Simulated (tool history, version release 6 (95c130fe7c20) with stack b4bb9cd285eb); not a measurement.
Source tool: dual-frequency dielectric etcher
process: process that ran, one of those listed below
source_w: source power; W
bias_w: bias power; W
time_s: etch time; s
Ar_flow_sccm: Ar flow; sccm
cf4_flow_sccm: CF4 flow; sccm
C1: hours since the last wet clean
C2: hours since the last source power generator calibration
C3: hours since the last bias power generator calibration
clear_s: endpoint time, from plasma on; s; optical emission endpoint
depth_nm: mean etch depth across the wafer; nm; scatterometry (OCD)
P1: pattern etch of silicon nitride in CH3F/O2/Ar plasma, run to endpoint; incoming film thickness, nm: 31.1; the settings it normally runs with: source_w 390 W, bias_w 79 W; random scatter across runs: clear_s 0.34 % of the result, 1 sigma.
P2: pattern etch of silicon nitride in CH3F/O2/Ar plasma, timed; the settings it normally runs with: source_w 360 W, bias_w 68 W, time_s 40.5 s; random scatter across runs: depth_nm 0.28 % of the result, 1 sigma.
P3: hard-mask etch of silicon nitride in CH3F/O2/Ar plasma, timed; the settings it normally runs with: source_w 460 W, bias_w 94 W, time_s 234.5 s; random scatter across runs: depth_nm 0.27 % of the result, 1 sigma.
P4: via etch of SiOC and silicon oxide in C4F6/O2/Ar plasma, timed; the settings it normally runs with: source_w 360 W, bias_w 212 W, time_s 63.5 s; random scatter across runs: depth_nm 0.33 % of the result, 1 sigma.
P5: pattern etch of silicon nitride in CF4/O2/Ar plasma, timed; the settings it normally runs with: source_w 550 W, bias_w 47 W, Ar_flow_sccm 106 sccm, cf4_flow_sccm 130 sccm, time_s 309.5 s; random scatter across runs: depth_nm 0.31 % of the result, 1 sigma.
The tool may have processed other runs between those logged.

run 1 hour=7.5 | process=P1 source_w=390 bias_w=79 | C1=352.4 C2=1515.9 C3=1073.2 | clear_s=43.886
run 2 hour=15.2 | process=P3 source_w=460 bias_w=94 time_s=339.5 | C1=360.1 C2=1523.6 C3=1080.9 | depth_nm=277.86
run 3 hour=28.9 | process=P3 source_w=460 bias_w=94 time_s=234.5 | C1=373.8 C2=1537.3 C3=1094.6 | depth_nm=191.58
run 4 hour=42.2 | process=P1 source_w=390 bias_w=79 | C1=387.1 C2=1550.6 C3=1107.9 | clear_s=43.824
run 5 hour=50.3 | process=P2 source_w=360 bias_w=68 time_s=40.5 | C1=395.2 C2=1558.7 C3=1116 | depth_nm=26.086
run 6 hour=60.1 | process=P5 source_w=550 bias_w=47 time_s=309.5 Ar_flow_sccm=106 cf4_flow_sccm=80 | C1=405 C2=1568.5 C3=1125.8 | depth_nm=601.6
run 7 hour=68.2 | process=P5 source_w=550 bias_w=47 time_s=309.5 Ar_flow_sccm=75 cf4_flow_sccm=130 | C1=413.1 C2=1576.6 C3=1133.9 | depth_nm=667.09
run 8 hour=82 | process=P1 source_w=510 bias_w=47 | C1=426.9 C2=1590.4 C3=1147.7 | clear_s=46.91
run 9 hour=95.2 | process=P2 source_w=360 bias_w=41 time_s=40.5 | C1=440.1 C2=1603.6 C3=1160.9 | depth_nm=22.288
run 10 hour=109.4 | process=P4 source_w=360 bias_w=153 time_s=63.5 | C1=454.3 C2=1617.8 C3=1175.1 | depth_nm=62.986
run 11 hour=119.9 | process=P4 source_w=360 bias_w=212 time_s=44 | C1=464.8 C2=1628.3 C3=1185.6 | depth_nm=48.315
run 12 hour=131.8 | process=P3 source_w=460 bias_w=94 time_s=234.5 | C1=476.7 C2=1640.2 C3=1197.5 | depth_nm=191.41
run 13 hour=139.7 | process=P1 source_w=390 bias_w=63 | C1=484.6 C2=1648.1 C3=1205.4 | clear_s=47.571
run 14 hour=149.3 | process=P4 source_w=430 bias_w=212 time_s=63.5 | C1=494.2 C2=1657.7 C3=1215 | depth_nm=74.944
run 15 hour=161.6 | process=P1 source_w=390 bias_w=112 | C1=506.5 C2=1670 C3=1227.3 | clear_s=38.596
-- hour=162.3 source power generator calibrated
run 16 hour=169.6 | process=P5 source_w=550 bias_w=36 time_s=309.5 Ar_flow_sccm=106 cf4_flow_sccm=130 | C1=514.5 C2=7.4 C3=1235.3 | depth_nm=585.06
run 17 hour=182.3 | process=P1 source_w=390 bias_w=79 | C1=527.2 C2=20.1 C3=1248 | clear_s=43.757
-- hour=189.5 bias power generator calibrated
run 18 hour=190.9 | process=P2 source_w=360 bias_w=68 time_s=27.5 | C1=535.8 C2=28.7 C3=1.4 | depth_nm=17.754
run 19 hour=199.8 | process=P2 source_w=510 bias_w=68 time_s=40.5 | C1=544.7 C2=37.6 C3=10.3 | depth_nm=30.019
run 20 hour=208.5 | process=P1 source_w=390 bias_w=79 | C1=553.4 C2=46.3 C3=19 | clear_s=43.757
run 21 hour=219.2 | process=P1 source_w=390 bias_w=79 | C1=564.1 C2=57 C3=29.7 | clear_s=43.869
run 22 hour=232.9 | process=P1 source_w=300 bias_w=79 | C1=577.8 C2=70.7 C3=43.4 | clear_s=48.221
run 23 hour=242.1 | process=P3 source_w=460 bias_w=62 time_s=234.5 | C1=587 C2=79.9 C3=52.6 | depth_nm=165.99
run 24 hour=249 | process=P4 source_w=360 bias_w=212 time_s=63.5 | C1=593.9 C2=86.8 C3=59.5 | depth_nm=69.59
run 25 hour=263.3 | process=P5 source_w=550 bias_w=47 time_s=309.5 Ar_flow_sccm=106 cf4_flow_sccm=130 | C1=608.2 C2=101.1 C3=73.8 | depth_nm=640.45
run 26 hour=271.5 | process=P3 source_w=640 bias_w=94 time_s=234.5 | C1=616.4 C2=109.3 C3=82 | depth_nm=215.78
run 27 hour=280 | process=P5 source_w=740 bias_w=47 time_s=309.5 Ar_flow_sccm=106 cf4_flow_sccm=130 | C1=624.9 C2=117.8 C3=90.5 | depth_nm=833.25
run 28 hour=288.6 | process=P5 source_w=550 bias_w=47 time_s=460.5 Ar_flow_sccm=106 cf4_flow_sccm=130 | C1=633.5 C2=126.4 C3=99.1 | depth_nm=956.15
run 29 hour=295.3 | process=P1 source_w=480 bias_w=79 | C1=640.2 C2=133.1 C3=105.8 | clear_s=40.67
run 30 hour=308.8 | process=P2 source_w=360 bias_w=68 time_s=40.5 | C1=653.7 C2=146.6 C3=119.3 | depth_nm=26.25
run 31 hour=323.2 | process=P1 source_w=390 bias_w=79 | C1=668.1 C2=161 C3=133.7 | clear_s=43.668
run 32 hour=334.9 | process=P1 source_w=390 bias_w=79 | C1=679.8 C2=172.7 C3=145.4 | clear_s=43.705
run 33 hour=345.1 | process=P1 source_w=390 bias_w=79 | C1=690 C2=182.9 C3=155.6 | clear_s=43.639
run 34 hour=359.1 | process=P1 source_w=390 bias_w=79 | C1=704 C2=196.9 C3=169.6 | clear_s=43.424
run 35 hour=369.9 | process=P1 source_w=390 bias_w=79 | C1=714.8 C2=207.7 C3=180.4 | clear_s=43.077
run 36 hour=376.7 | process=P1 source_w=390 bias_w=79 | C1=721.6 C2=214.5 C3=187.2 | clear_s=43.33

Run 37 is up next; what results do you expect?
-- hour=383.8 wet clean of the chamber
run 37 hour=389.1 | process=P1 source_w=390 bias_w=79 | C1=5.3 C2=226.9 C3=199.6 | clear_s=?

For run 37 the tool returned clear_s 43.241 s.

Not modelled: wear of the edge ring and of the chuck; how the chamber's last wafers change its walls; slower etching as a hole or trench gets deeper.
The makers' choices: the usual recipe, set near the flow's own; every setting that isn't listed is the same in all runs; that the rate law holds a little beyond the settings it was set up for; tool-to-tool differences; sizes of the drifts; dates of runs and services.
